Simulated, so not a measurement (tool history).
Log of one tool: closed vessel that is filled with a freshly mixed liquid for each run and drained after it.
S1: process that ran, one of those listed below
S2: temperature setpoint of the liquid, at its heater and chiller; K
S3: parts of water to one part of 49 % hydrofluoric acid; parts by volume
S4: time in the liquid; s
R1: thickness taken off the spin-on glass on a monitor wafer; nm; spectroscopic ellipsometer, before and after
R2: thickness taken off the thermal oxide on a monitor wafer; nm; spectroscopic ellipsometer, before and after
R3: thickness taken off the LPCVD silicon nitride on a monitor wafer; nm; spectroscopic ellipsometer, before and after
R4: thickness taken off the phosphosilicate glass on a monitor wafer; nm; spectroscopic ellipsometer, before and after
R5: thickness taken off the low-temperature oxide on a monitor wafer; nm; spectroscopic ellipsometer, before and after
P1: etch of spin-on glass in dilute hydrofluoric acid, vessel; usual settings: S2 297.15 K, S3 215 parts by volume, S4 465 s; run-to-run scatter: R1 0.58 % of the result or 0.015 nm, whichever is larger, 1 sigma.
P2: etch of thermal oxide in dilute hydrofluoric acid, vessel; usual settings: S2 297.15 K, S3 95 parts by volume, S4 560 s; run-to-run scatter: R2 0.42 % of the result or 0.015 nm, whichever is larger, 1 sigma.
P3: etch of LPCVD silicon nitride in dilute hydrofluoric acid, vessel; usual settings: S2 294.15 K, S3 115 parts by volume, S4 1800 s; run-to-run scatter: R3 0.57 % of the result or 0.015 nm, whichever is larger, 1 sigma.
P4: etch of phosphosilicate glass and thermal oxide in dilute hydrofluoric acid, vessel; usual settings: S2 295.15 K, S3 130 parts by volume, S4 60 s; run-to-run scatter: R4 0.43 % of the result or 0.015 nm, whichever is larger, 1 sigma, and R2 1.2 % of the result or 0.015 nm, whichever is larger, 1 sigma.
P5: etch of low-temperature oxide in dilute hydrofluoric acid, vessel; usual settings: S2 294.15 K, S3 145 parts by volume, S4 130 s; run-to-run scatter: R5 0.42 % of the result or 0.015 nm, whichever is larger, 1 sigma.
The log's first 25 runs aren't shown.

| run | hour | S1 | S2 | S3 | S4 | R1 | R2 | R3 | R4 | R5 |
|---|---|---|---|---|---|---|---|---|---|---|
| 26 | 101 | P1 | 297.15 | 215 | 65 | 5.996 |  |  |  |  |
| 27 | 103.4 | P1 | 297.15 | 215 | 465 | 42.645 |  |  |  |  |
| 28 | 105.7 | P3 | 294.15 | 115 | 2950 |  |  | 10.487 |  |  |
| 29 | 110.3 | P1 | 297.15 | 215 | 465 | 42.518 |  |  |  |  |
| 30 | 115.1 | P1 | 297.15 | 215 | 465 | 42.547 |  |  |  |  |
| 31 | 118.2 | P1 | 290.15 | 80 | 465 | 99.386 |  |  |  |  |
|  | 118.5 | hydrofluoric acid flow meter replaced |
| 32 | 122.6 | P2 | 297.15 | 95 | 75 |  | 3.9016 |  |  |  |
| 33 | 126.9 | P4 | 295.15 | 130 | 60 |  | 1.9103 |  | 79.404 |  |
| 34 | 129.4 | P2 | 297.15 | 175 | 560 |  | 14.249 |  |  |  |
| 35 | 133.1 | P1 | 297.15 | 215 | 465 | 42.318 |  |  |  |  |
| 36 | 137.3 | P1 | 297.15 | 215 | 465 | 41.294 |  |  |  |  |
| 37 | 141.3 | P1 | 297.15 | 215 | 465 | 40.198 |  |  |  |  |
| 38 | 143.7 | P1 | 297.15 | 215 | 465 | 40.029 |  |  |  |  |
| 39 | 148.3 | P1 | 297.15 | 215 | 465 | 39.706 |  |  |  |  |

Forecast run 40:
| 40 | 152.7 | P1 | 297.15 | 215 | 465 | ? |  |  |  |  |

R1: 38.985 nm

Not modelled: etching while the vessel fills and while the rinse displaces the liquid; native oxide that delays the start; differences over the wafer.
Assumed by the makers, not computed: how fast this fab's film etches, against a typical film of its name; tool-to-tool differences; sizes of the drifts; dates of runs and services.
